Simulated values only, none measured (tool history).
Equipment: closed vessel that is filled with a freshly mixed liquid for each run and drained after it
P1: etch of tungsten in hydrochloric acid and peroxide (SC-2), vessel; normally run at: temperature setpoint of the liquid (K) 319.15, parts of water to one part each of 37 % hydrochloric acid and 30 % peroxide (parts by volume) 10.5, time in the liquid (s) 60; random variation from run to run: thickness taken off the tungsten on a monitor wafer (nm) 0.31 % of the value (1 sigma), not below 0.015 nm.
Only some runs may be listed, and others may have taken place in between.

| run | hour | temperature setpoint of the liquid (K) | parts of water to one part each of 37 % hydrochloric acid and 30 % peroxide (parts by volume) | time in the liquid (s) | hours since the thermometer was replaced | hours since the chemicals flow meter was replaced | hours since the drum of peroxide was connected | thickness taken off the tungsten on a monitor wafer (nm) |
|---|---|---|---|---|---|---|---|---|
| 1 | 6.6 | 319.15 | 10.5 | 60 | 1233.0 | 505.8 | 131.5 | 16.5470 |
| 2 | 13.2 | 319.15 | 10.5 | 30 | 1239.6 | 512.4 | 138.1 | 8.2007 |
| 3 | 19.1 | 319.15 | 10.5 | 60 | 1245.5 | 518.3 | 144.0 | 16.4550 |
| 4 | 23.9 | 308.15 | 10.5 | 60 | 1250.3 | 523.1 | 148.8 | 7.5723 |
| 5 | 28.2 | 332.65 | 10.5 | 85 | 1254.6 | 527.4 | 153.1 | 56.6550 |
| 6 | 32.2 | 330.15 | 10.5 | 60 | 1258.6 | 531.4 | 157.1 | 34.2610 |
| 7 | 35.3 | 308.15 | 4.0 | 60 | 1261.7 | 534.5 | 160.2 | 15.7660 |
| 8 | 41.1 | 319.15 | 10.5 | 60 | 1267.5 | 540.3 | 166.0 | 16.5280 |
| 9 | 45.8 | 319.15 | 10.5 | 60 | 1272.2 | 545.0 | 170.7 | 16.5350 |
| 10 | 52.5 | 319.15 | 18.5 | 60 | 1278.9 | 551.7 | 177.4 | 10.0350 |
| 11 | 58.7 | 319.15 | 10.5 | 120 | 1285.1 | 557.9 | 183.6 | 33.2340 |
| 12 | 64.5 | 319.15 | 4.0 | 60 | 1290.9 | 563.7 | 189.4 | 34.2820 |
| 13 | 68.6 | 311.65 | 10.5 | 30 | 1295.0 | 567.8 | 193.5 | 4.8761 |
| 14 | 75.2 | 319.15 | 10.5 | 60 | 1301.6 | 574.4 | 200.1 | 16.5370 |
| 15 | 80.7 | 319.15 | 10.5 | 60 | 1307.1 | 579.9 | 205.6 | 16.0360 |
| 16 | 86.6 | 319.15 | 10.5 | 60 | 1313.0 | 585.8 | 211.5 | 15.7880 |
| 17 | 89.7 | 319.15 | 10.5 | 60 | 1316.1 | 588.9 | 214.6 | 15.5940 |
| 18 | 93.1 | 319.15 | 10.5 | 60 | 1319.5 | 592.3 | 218.0 | 15.5690 |
| 19 | 96.4 | 319.15 | 10.5 | 60 | 1322.8 | 595.6 | 221.3 | 15.4200 |
| 20 | 99.9 | 319.15 | 10.5 | 60 | 1326.3 | 599.1 | 224.8 | 15.4030 |
|  | 104.7 | new drum of peroxide connected |
| 21 | 106.5 | 319.15 | 10.5 | 60 | 1332.9 | 605.7 | 1.9 | 15.3440 |
| 22 | 112.8 | 319.15 | 10.5 | 60 | 1339.2 | 612.0 | 8.2 | 15.2710 |

Forecast run 23:
| 23 | 116.2 | 319.15 | 10.5 | 60 | 1342.6 | 615.4 | 11.6 | ? |

{"run 23": {"thickness taken off the tungsten on a monitor wafer (nm)": 15.259}}

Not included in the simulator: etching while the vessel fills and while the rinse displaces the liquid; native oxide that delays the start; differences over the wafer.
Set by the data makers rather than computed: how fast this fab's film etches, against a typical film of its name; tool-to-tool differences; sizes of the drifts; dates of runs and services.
